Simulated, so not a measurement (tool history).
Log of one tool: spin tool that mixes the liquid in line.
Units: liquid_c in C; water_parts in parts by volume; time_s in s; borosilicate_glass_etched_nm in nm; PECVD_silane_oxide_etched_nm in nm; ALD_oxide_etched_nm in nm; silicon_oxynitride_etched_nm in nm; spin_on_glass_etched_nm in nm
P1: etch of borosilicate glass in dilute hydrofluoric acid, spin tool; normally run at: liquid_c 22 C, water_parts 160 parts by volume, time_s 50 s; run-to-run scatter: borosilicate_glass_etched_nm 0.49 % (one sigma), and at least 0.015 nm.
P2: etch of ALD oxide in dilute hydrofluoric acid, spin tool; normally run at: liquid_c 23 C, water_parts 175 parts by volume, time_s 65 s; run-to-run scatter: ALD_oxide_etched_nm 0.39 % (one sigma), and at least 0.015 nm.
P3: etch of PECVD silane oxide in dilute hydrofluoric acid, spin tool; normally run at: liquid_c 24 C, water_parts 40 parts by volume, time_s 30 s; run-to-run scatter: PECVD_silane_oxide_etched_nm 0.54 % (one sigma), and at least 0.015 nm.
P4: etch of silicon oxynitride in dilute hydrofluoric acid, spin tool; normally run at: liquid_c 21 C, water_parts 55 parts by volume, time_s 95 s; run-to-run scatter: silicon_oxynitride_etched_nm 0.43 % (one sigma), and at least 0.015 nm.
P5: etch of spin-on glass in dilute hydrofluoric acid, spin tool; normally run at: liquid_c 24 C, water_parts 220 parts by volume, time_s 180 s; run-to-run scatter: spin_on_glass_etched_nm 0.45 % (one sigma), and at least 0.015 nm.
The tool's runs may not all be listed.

| run | day | process | liquid_c | water_parts | time_s | hours since the thermometer was replaced | hours since the hydrofluoric acid flow meter was replaced | borosilicate_glass_etched_nm | PECVD_silane_oxide_etched_nm | ALD_oxide_etched_nm | silicon_oxynitride_etched_nm | spin_on_glass_etched_nm |
|---|---|---|---|---|---|---|---|---|---|---|---|---|
| 1 | 0.183 | P1 | 22 | 160 | 50 | 520.6 | 1572.6 | 6.5101 |  |  |  |  |
| 2 | 0.454 | P1 | 26.5 | 160 | 85 | 527.1 | 1579.1 | 13.257 |  |  |  |  |
| 3 | 0.621 | P1 | 22 | 160 | 50 | 531.1 | 1583.1 | 6.5938 |  |  |  |  |
| 4 | 0.775 | P3 | 24 | 40 | 65 | 534.8 | 1586.8 |  | 64.34 |  |  |  |
| 5 | 1.017 | P3 | 24 | 70 | 30 | 540.6 | 1592.6 |  | 16.651 |  |  |  |
| 6 | 1.183 | P2 | 23 | 175 | 110 | 544.6 | 1596.6 |  |  | 17.991 |  |  |
| 7 | 1.367 | P4 | 21 | 55 | 170 | 549 | 1601 |  |  |  | 12.975 |  |
| 8 | 1.533 | P5 | 24 | 45 | 180 | 553 | 1605 |  |  |  |  | 111.32 |
| 9 | 1.746 | P5 | 24 | 220 | 325 | 558.1 | 1610.1 |  |  |  |  | 33.363 |
| 10 | 2.046 | P1 | 22 | 160 | 50 | 565.3 | 1617.3 | 6.5685 |  |  |  |  |
| 11 | 2.192 | P3 | 24 | 40 | 30 | 568.8 | 1620.8 |  | 30.03 |  |  |  |
| 12 | 2.483 | P1 | 22 | 225 | 50 | 575.8 | 1627.8 | 4.312 |  |  |  |  |
| 13 | 2.788 | P4 | 21 | 55 | 95 | 583.1 | 1635.1 |  |  |  | 7.3129 |  |
| 14 | 2.933 | P2 | 23 | 65 | 65 | 586.6 | 1638.6 |  |  | 32.534 |  |  |
| 15 | 3.179 | P5 | 20 | 220 | 180 | 592.5 | 1644.5 |  |  |  |  | 16.024 |
| 16 | 3.471 | P3 | 32 | 40 | 30 | 599.5 | 1651.5 |  | 41.186 |  |  |  |
| 17 | 3.633 | P1 | 22 | 160 | 50 | 603.4 | 1655.4 | 6.5554 |  |  |  |  |
| 18 | 3.796 | P1 | 22 | 160 | 50 | 607.3 | 1659.3 | 6.539 |  |  |  |  |
|  | 4 | thermometer replaced |
| 19 | 4.117 | P1 | 22 | 160 | 15 | 2.8 | 1667 | 1.9717 |  |  |  |  |
| 20 | 4.317 | P5 | 24 | 220 | 180 | 7.6 | 1671.8 |  |  |  |  | 18.403 |
| 21 | 4.475 | P1 | 22 | 95 | 50 | 11.4 | 1675.6 | 11.891 |  |  |  |  |
| 22 | 4.65 | P1 | 17 | 160 | 50 | 15.6 | 1679.8 | 5.3661 |  |  |  |  |
| 23 | 4.95 | P2 | 23 | 175 | 65 | 22.8 | 1687 |  |  | 10.629 |  |  |
| 24 | 5.267 | P2 | 17 | 175 | 65 | 30.4 | 1694.6 |  |  | 8.3831 |  |  |
| 25 | 5.575 | P1 | 27 | 160 | 50 | 37.8 | 1702 | 7.9183 |  |  |  |  |
| 26 | 5.717 | P1 | 22 | 160 | 85 | 41.2 | 1705.4 | 11.257 |  |  |  |  |
| 27 | 5.921 | P4 | 21 | 25 | 95 | 46.1 | 1710.3 |  |  |  | 16.221 |  |
| 28 | 6.162 | P4 | 28.5 | 55 | 95 | 51.9 | 1716.1 |  |  |  | 10.427 |  |
| 29 | 6.329 | P1 | 22 | 160 | 50 | 55.9 | 1720.1 | 6.5345 |  |  |  |  |
| 30 | 6.471 | P1 | 22 | 160 | 50 | 59.3 | 1723.5 | 6.3351 |  |  |  |  |
| 31 | 6.738 | P1 | 22 | 160 | 50 | 65.7 | 1729.9 | 6.0814 |  |  |  |  |
| 32 | 6.9 | P1 | 22 | 160 | 50 | 69.6 | 1733.8 | 6.0918 |  |  |  |  |
| 33 | 7.1 | P1 | 22 | 160 | 50 | 74.4 | 1738.6 | 5.9559 |  |  |  |  |
| 34 | 7.383 | P1 | 22 | 160 | 50 | 81.2 | 1745.4 | 5.98 |  |  |  |  |
| 35 | 7.592 | P1 | 22 | 160 | 50 | 86.2 | 1750.4 | 6.0163 |  |  |  |  |

What P1 gives has crept away from where it was. These 2 causes fit the log equally well, each at the size given:
A: hydrofluoric acid flow below the setpoint (%) = 7.27
B: liquid colder than its thermometer reads (K) = 2.27
The creep began at about day 6.329.

4 check runs are offered, one wafer each, their results left as question marks. Which one tells the causes apart?
| check 1 | 7.8 | P4 | 21 | 55 | 170 |  |  |  |  |  | ? |  |
| check 2 | 7.8 | P5 | 24 | 125 | 180 |  |  |  |  |  |  | ? |
| check 3 | 7.8 | P3 | 32 | 40 | 60 |  |  |  | ? |  |  |  |
| check 4 | 7.8 | P2 | 19 | 175 | 105 |  |  |  |  | ? |  |  |

What each check would give under each cause:
| check | result | if A | if B |
|---|---|---|---|
| check 1 | silicon_oxynitride_etched_nm | 12.031 | 11.613 |
| check 2 | spin_on_glass_etched_nm | 33.217 | 33.141 |
| check 3 | PECVD_silane_oxide_etched_nm | 76.498 | 75.84 |
| check 4 | ALD_oxide_etched_nm | 13.453 | 13.425 |
How far apart the two closest causes lie, in the result that separates them most: check 1 3.54 %; check 2 0.23 %; check 3 0.86 %; check 4 0.21 %
Only check 1 tells the causes apart: in the others they would give nearly the same result.

Check 1 was then run and gave: silicon_oxynitride_etched_nm 11.648 nm. Which cause is it?

It is B: liquid colder than its thermometer reads (K).
